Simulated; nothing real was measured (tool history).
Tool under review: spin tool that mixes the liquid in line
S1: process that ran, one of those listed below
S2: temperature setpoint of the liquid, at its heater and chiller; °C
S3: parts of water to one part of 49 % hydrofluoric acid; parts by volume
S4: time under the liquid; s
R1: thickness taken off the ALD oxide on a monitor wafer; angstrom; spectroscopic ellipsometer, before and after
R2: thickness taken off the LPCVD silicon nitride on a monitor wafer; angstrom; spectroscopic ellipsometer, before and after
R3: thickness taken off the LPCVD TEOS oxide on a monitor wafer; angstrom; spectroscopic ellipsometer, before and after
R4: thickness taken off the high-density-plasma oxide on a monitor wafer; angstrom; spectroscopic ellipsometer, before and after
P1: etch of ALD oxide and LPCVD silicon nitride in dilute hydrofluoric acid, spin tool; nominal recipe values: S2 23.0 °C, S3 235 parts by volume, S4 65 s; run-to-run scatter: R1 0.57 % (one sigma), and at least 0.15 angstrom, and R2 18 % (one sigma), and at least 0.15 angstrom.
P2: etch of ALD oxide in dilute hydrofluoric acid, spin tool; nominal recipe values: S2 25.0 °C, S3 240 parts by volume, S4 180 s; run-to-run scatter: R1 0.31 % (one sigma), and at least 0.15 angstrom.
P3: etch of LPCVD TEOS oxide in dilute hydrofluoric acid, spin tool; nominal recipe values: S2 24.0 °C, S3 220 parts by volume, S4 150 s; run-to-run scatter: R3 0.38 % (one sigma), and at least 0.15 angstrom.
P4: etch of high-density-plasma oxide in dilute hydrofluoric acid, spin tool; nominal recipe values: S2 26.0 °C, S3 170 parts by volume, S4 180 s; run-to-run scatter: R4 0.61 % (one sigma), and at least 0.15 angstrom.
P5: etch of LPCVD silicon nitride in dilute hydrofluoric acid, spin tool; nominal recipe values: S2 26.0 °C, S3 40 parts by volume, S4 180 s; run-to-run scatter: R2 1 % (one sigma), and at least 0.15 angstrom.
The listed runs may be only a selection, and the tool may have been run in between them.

run	hour	S1	S2	S3	S4	R1	R2	R3	R4
1	5.0	P1	23.0	235	65	48.529	1.43030		
2	13.6	P5	26.0	40	350		49.40500		
3	19.8	P1	23.0	115	65	111.750	2.90440		
4	25.6	P1	28.0	235	15	13.202	0.49662		
5	34.1	P2	25.0	240	260	180.070			
6	38.5	P2	25.0	95	180	373.760			
7	43.0	P3	24.0	220	150			325.25	
8	47.5	P2	25.0	240	180	124.900			
9	52.2	P1	23.0	235	65	47.949	1.36390		
10	56.6	P5	33.0	40	180		40.50600		
11	60.8	P1	17.0	235	130	77.240	1.45640		
12	65.6	P4	30.5	170	180				61.843
13	69.4	P1	23.0	345	65	29.349	0.71389		
14	74.0	P3	24.0	220	150			325.80	
15	82.5	P1	17.0	235	65	38.325	0.91035		
16	88.3	P4	26.0	170	65				19.015
17	95.1	P4	26.0	285	180				27.434
18	100.3	P3	24.0	220	235			513.79	
19	105.4	P2	18.0	240	180	96.299			
20	111.1	P1	23.0	235	65	48.161	1.66930		
21	117.0	P3	29.0	220	150			390.26	
22	121.6	P4	26.0	170	180				52.493
23	129.9	P5	26.0	40	180		25.57800		
24	137.2	P1	23.0	235	125	93.506	2.27370		
25	142.5	P1	23.0	235	65	48.008	1.30230		
26	151.1	P2	25.0	240	180	125.450			
27	159.1	P3	24.0	320	150			203.49	
28	163.4	P1	23.0	235	65	48.020	1.14620		
29	170.7	P1	23.0	235	65	48.259	1.54240		
30	174.8	P1	30.0	235	65	61.644	1.39560		
31	179.8	P1	23.0	235	15	11.262	0.37957		
32	187.8	P5	26.0	60	180		17.03200		
33	194.5	P1	23.0	235	65	47.396	1.17410		
34	202.7	P1	23.0	235	65	48.996	1.48150		
35	209.9	P1	23.0	235	65	49.917	0.99051		
36	218.4	P1	23.0	235	65	50.313	1.61430		
37	226.1	P1	23.0	235	65	50.091	1.65150		
38	234.9	P1	23.0	235	65	50.282	1.71970		
39	242.8	P1	23.0	235	65	50.808	0.86164		
40	249.0	P1	23.0	235	65	50.685	1.91290		
41	257.6	P1	23.0	235	65	51.369	1.11960		
42	266.3	P1	23.0	235	65	50.933	0.91070		
43	271.9	P1	23.0	235	65	50.888	1.70470		

P1 has crept away from where it was. The log is fitted equally well by each of these 2 causes, at the sizes shown:
A: hydrofluoric acid flow above the setpoint (%) = 4.28
B: liquid hotter than its thermometer reads (K) = 1.43
The drift started at roughly hour 194.5.

Below are 4 check runs, each averaged over 3 wafers, with their results shown as question marks. Which of them would give clearly different results depending on which cause is behind the drift?
check 1	277.5	P2	25.0	240	180	?			
check 2	277.5	P4	26.0	170	180				?
check 3	277.5	P5	26.0	40	180		?		
check 4	277.5	P3	24.0	220	150			?	

Check results expected under each cause:
check	result	if A	if B
check 1	R1	131.500	131.260
check 2	R4	55.158	55.285
check 3	R2	26.65000	28.13300
check 4	R3	343.19	343.29
Gap, in per cent, between the two causes that each check separates least, read from the result that separates them most: check 1 0.18 %; check 2 0.23 %; check 3 5.41 %; check 4 0.03 %
The other checks would show nearly matching results whichever cause is true, so check 3 is the only one that separates the causes.

The results of check 3 are: R2 28.13000 angstrom. Based on these, which of the listed causes is it?

It was cause B: liquid hotter than its thermometer reads (K).
